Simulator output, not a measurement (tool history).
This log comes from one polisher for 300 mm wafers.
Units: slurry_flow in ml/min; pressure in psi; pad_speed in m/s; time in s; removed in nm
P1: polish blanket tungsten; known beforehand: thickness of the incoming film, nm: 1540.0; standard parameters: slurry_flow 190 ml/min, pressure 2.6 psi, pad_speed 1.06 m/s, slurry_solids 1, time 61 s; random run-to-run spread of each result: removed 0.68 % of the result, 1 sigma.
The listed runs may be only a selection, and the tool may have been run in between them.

| run | hour | slurry_flow | pressure | pad_speed | slurry_solids | time | wafers polished on this pad | hours since the slurry nozzle was cleaned | hours since the head pressure was calibrated | hours since the slurry blender was calibrated | hours since the slurry got fresh peroxide | removed |
|---|---|---|---|---|---|---|---|---|---|---|---|---|
| 1 | 6 | 190 | 2.6 | 1.06 | 1 | 61 | 494 | 338.8 | 192.1 | 60.5 | 48 | 190.79 |
| 2 | 12.2 | 115 | 2.6 | 1.06 | 1 | 61 | 538 | 345 | 198.3 | 66.7 | 54.2 | 176.96 |
| 3 | 16.5 | 190 | 1.8 | 1.06 | 1.35 | 61 | 568 | 349.3 | 202.6 | 71 | 58.5 | 143.73 |
| 4 | 23.9 | 190 | 2.6 | 1.06 | 1 | 61 | 621 | 356.7 | 210 | 78.4 | 65.9 | 191.27 |
| 5 | 31.5 | 190 | 2.6 | 1.06 | 1 | 77 | 675 | 364.3 | 217.6 | 86 | 73.5 | 243.01 |
| 6 | 39.6 | 190 | 1.2 | 1.06 | 1 | 61 | 733 | 372.4 | 225.7 | 94.1 | 81.6 | 88.528 |
| 7 | 44.8 | 190 | 2.6 | 1.06 | 1 | 61 | 770 | 377.6 | 230.9 | 99.3 | 86.8 | 192.55 |
| 8 | 49.8 | 190 | 2.6 | 1.06 | 0.65 | 61 | 806 | 382.6 | 235.9 | 104.3 | 91.8 | 173.64 |
| 9 | 57.2 | 190 | 2.6 | 1.06 | 1 | 44 | 859 | 390 | 243.3 | 111.7 | 99.2 | 138.76 |
| 10 | 62.3 | 190 | 2.6 | 0.48 | 1 | 61 | 895 | 395.1 | 248.4 | 116.8 | 104.3 | 86.813 |
| 11 | 70 | 190 | 2.6 | 1.06 | 1 | 61 | 950 | 402.8 | 256.1 | 124.5 | 112 | 192.93 |
| 12 | 75.7 | 190 | 2.6 | 1.06 | 1 | 61 | 991 | 408.5 | 261.8 | 130.2 | 117.7 | 191.6 |
| 13 | 82.6 | 190 | 4 | 1.06 | 1 | 61 | 1040 | 415.4 | 268.7 | 137.1 | 124.6 | 292.89 |
| 14 | 90.2 | 190 | 2.6 | 1.06 | 1 | 61 | 1094 | 423 | 276.3 | 144.7 | 132.2 | 190.85 |
| 15 | 94.1 | 190 | 2.6 | 1.52 | 1 | 61 | 1122 | 426.9 | 280.2 | 148.6 | 136.1 | 275.23 |
| 16 | 102.4 | 190 | 2.6 | 1.06 | 1.5 | 61 | 1181 | 435.2 | 288.5 | 156.9 | 144.4 | 212.77 |
| 17 | 106.8 | 190 | 2.6 | 1.06 | 1 | 61 | 1213 | 439.6 | 292.9 | 161.3 | 148.8 | 191.59 |
| 18 | 112.7 | 245 | 2.6 | 1.06 | 1 | 61 | 1255 | 445.5 | 298.8 | 167.2 | 154.7 | 198.15 |
| 19 | 117.9 | 190 | 2.6 | 1.06 | 1 | 61 | 1292 | 450.7 | 304 | 172.4 | 159.9 | 190.43 |
| 20 | 125 | 190 | 2.6 | 1.06 | 1 | 61 | 1343 | 457.8 | 311.1 | 179.5 | 167 | 184.6 |
| 21 | 129.9 | 190 | 2.6 | 1.06 | 1 | 61 | 1378 | 462.7 | 316 | 184.4 | 171.9 | 180.48 |
| 22 | 133.6 | 190 | 2.6 | 1.06 | 1 | 61 | 1404 | 466.4 | 319.7 | 188.1 | 175.6 | 181.11 |
| 23 | 138.8 | 190 | 2.6 | 1.06 | 1 | 61 | 1441 | 471.6 | 324.9 | 193.3 | 180.8 | 179.94 |
|  | 142 | slurry tank refilled with fresh slurry and peroxide |
| 24 | 143.5 | 190 | 2.6 | 1.06 | 1 | 61 | 1475 | 476.3 | 329.6 | 198 | 1.5 | 179.43 |
|  | 143.8 | slurry blender recalibrated |
| 25 | 147.7 | 190 | 2.6 | 1.06 | 1 | 61 | 1505 | 480.5 | 333.8 | 4 | 5.7 | 177.11 |
|  | 148.1 | head pressure recalibrated |
| 26 | 151.4 | 190 | 2.6 | 1.06 | 1 | 61 | 1531 | 484.2 | 3.3 | 7.7 | 9.4 | 176.95 |
| 27 | 155.3 | 190 | 2.6 | 1.06 | 1 | 61 | 1559 | 488.1 | 7.2 | 11.6 | 13.3 | 177.17 |
| 28 | 160.1 | 190 | 2.6 | 1.06 | 1 | 61 | 1593 | 492.9 | 12 | 16.4 | 18.1 | 178.21 |

What P1 gives has crept away from where it was. These 2 causes fit the log equally well, each at the size given:
A: slurry flow missing at the pad, % = 36.2
B: removal rate lost through wear of the pad, % = 7.4
The gradual shift began around hour 117.9.
Excluded causes, each with its reason:
head's pressure below its setpoint, %: work on it at hour 148.1, done after the drift set in, did not restore what the process gave before
abrasive missing from the slurry, %: work on it at hour 143.8, done after the drift set in, did not restore what the process gave before
peroxide lost from the slurry, %: work on it at hour 142, done after the drift set in, did not restore what the process gave before

Which of the check runs below tells the causes apart, meaning the causes would give it clearly different results? Each run uses 2 wafers whose results are averaged, and each result is shown as a question mark.
| check 1 | 164.9 | 115 | 2 | 1.06 | 1 | 61 |  |  |  |  |  | ? |
| check 2 | 164.9 | 190 | 2.6 | 1.38 | 1 | 45 |  |  |  |  |  | ? |
| check 3 | 164.9 | 190 | 2.6 | 0.84 | 1 | 61 |  |  |  |  |  | ? |
| check 4 | 164.9 | 190 | 1.4 | 1.06 | 1.4 | 61 |  |  |  |  |  | ? |

How each check would come out, cause by cause:
| check | result | if A | if B |
|---|---|---|---|
| check 1 | removed | 119.86 | 125.25 |
| check 2 | removed | 170.79 | 170.8 |
| check 3 | removed | 140.92 | 140.93 |
| check 4 | removed | 103.82 | 103.83 |
Separation of the two closest causes in each check, using whichever result separates them best: check 1 4.4 %; check 2 0.01 %; check 3 0.01 %; check 4 0.01 %
The causes can be told apart only by check 1. The other checks would give nearly the same results under each of them.

Check 1 has now been run. It gave: removed 124.26 nm. Which of the candidate causes is it?

It is B: removal rate lost through wear of the pad, %.
